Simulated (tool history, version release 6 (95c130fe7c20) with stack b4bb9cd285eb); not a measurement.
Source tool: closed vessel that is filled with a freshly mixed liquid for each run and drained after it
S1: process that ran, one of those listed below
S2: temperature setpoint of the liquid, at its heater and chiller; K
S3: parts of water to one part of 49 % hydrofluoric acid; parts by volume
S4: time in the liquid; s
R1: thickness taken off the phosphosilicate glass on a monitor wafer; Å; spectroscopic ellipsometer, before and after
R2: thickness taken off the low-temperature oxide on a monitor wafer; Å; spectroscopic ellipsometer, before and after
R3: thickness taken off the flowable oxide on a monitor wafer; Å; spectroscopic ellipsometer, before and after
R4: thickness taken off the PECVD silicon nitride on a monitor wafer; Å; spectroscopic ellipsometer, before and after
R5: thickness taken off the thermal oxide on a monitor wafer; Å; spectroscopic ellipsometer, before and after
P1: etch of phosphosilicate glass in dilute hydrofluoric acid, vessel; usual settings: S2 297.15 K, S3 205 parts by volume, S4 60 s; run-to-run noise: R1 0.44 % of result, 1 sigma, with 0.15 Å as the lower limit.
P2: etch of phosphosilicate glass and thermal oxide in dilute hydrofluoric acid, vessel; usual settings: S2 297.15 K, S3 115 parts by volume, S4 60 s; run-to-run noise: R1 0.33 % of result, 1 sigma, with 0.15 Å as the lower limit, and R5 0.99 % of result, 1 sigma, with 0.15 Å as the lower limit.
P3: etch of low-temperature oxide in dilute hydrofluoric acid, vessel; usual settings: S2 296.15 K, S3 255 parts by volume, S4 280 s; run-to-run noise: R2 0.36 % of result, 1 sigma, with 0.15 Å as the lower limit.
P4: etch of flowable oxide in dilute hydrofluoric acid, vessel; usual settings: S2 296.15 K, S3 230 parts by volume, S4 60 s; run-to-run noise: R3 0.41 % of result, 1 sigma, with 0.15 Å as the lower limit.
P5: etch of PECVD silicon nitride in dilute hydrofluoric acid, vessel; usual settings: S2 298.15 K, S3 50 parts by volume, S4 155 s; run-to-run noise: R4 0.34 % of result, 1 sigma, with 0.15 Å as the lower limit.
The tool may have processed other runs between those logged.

run 1 hour=12.5 | S1=P1 S2=297.15 S3=205 S4=60 | R1=159.08
run 2 hour=21.2 | S1=P1 S2=305.15 S3=205 S4=60 | R1=212.21
run 3 hour=29.7 | S1=P3 S2=296.15 S3=40 S4=280 | R2=1520.9
run 4 hour=37.2 | S1=P1 S2=297.15 S3=205 S4=60 | R1=158.28
run 5 hour=46.2 | S1=P4 S2=296.15 S3=365 S4=60 | R3=51.06
run 6 hour=55.7 | S1=P5 S2=298.15 S3=20 S4=155 | R4=292.3
run 7 hour=68.1 | S1=P5 S2=298.15 S3=50 S4=155 | R4=119.11
run 8 hour=78.5 | S1=P2 S2=297.15 S3=115 S4=60 | R1=418.38 R5=25.532
run 9 hour=86 | S1=P2 S2=293.65 S3=115 S4=60 | R1=363.1 R5=22.41
run 10 hour=95 | S1=P1 S2=297.15 S3=205 S4=105 | R1=280.16
run 11 hour=104 | S1=P5 S2=298.15 S3=50 S4=230 | R4=176.25
run 12 hour=111.3 | S1=P3 S2=301.65 S3=255 S4=280 | R2=226.74
run 13 hour=123.9 | S1=P1 S2=297.15 S3=205 S4=30 | R1=79.793
run 14 hour=134.2 | S1=P4 S2=296.15 S3=230 S4=100 | R3=154.02
run 15 hour=145.3 | S1=P3 S2=296.15 S3=255 S4=560 | R2=373.58
run 16 hour=156.2 | S1=P2 S2=297.15 S3=20 S4=60 | R1=2719.5 R5=165.08
run 17 hour=162 | S1=P2 S2=297.15 S3=115 S4=60 | R1=416.45 R5=25.855
run 18 hour=168.3 | S1=P1 S2=297.15 S3=205 S4=60 | R1=160.16
run 19 hour=181.6 | S1=P4 S2=296.15 S3=230 S4=60 | R3=92.257
run 20 hour=190.4 | S1=P1 S2=297.15 S3=50 S4=60 | R1=788.61
run 21 hour=203.9 | S1=P3 S2=296.15 S3=255 S4=280 | R2=186.72
run 22 hour=215 | S1=P4 S2=300.65 S3=230 S4=60 | R3=107.64
run 23 hour=224.4 | S1=P1 S2=297.15 S3=315 S4=60 | R1=93.318
run 24 hour=233 | S1=P1 S2=290.15 S3=205 S4=60 | R1=122.08
run 25 hour=240.6 | S1=P1 S2=297.15 S3=205 S4=60 | R1=160.66
run 26 hour=251.3 | S1=P5 S2=304.15 S3=50 S4=155 | R4=177.85
run 27 hour=263 | S1=P1 S2=301.65 S3=205 S4=105 | R1=328.48
run 28 hour=273.2 | S1=P2 S2=297.15 S3=115 S4=30 | R1=208.93 R5=12.814
run 29 hour=280.8 | S1=P1 S2=297.15 S3=205 S4=60 | R1=159.82
run 30 hour=287.2 | S1=P1 S2=297.15 S3=205 S4=60 | R1=163.33
run 31 hour=295.2 | S1=P1 S2=297.15 S3=205 S4=60 | R1=164.86
run 32 hour=301.5 | S1=P1 S2=297.15 S3=205 S4=60 | R1=165.85
run 33 hour=309.3 | S1=P1 S2=297.15 S3=205 S4=60 | R1=167.35
run 34 hour=316.1 | S1=P1 S2=297.15 S3=205 S4=60 | R1=168.59
run 35 hour=324.5 | S1=P1 S2=297.15 S3=205 S4=60 | R1=168.34
run 36 hour=336.8 | S1=P1 S2=297.15 S3=205 S4=60 | R1=168.79
run 37 hour=349.4 | S1=P1 S2=297.15 S3=205 S4=60 | R1=168.56

The output of P1 has drifted from where it used to be. Each of the 2 causes below, taken at the size shown beside it, accounts for the log equally well:
A: liquid hotter than its thermometer reads (K) = 1.47
B: hydrofluoric acid flow above the setpoint (%) = 4.49
The gradual shift began around hour 280.8.

The check runs listed below each take one wafer, and their results are still question marks. Under which run would the listed causes lead to clearly different results?
run check 1 hour=362 | S1=P2 S2=297.15 S3=115 S4=60 | R1=? R5=?
run check 2 hour=362 | S1=P5 S2=298.15 S3=50 S4=155 | R4=?
run check 3 hour=362 | S1=P4 S2=296.15 S3=230 S4=60 | R3=?
run check 4 hour=362 | S1=P3 S2=296.15 S3=255 S4=280 | R2=?

How each check would come out, cause by cause:
check=check_1 result=R1 if_A=442.33 if_B=439.09
check=check_1 result=R5 if_A=27.031 if_B=26.833
check=check_2 result=R4 if_A=131.5 if_B=124.49
check=check_3 result=R3 if_A=96.969 if_B=97.024
check=check_4 result=R2 if_A=196.67 if_B=197.12
Minimum pairwise separation of causes per check, each pair taken at its best-separating result: check 1 0.73 %; check 2 5.48 %; check 3 0.06 %; check 4 0.22 %
The causes can be told apart only by check 2. The other checks would give nearly the same results under each of them.

With check 2 done, the readings were: R4 124.33 Å. Identify which of the listed causes applies.

Of the candidate causes, it is B: hydrofluoric acid flow above the setpoint (%).

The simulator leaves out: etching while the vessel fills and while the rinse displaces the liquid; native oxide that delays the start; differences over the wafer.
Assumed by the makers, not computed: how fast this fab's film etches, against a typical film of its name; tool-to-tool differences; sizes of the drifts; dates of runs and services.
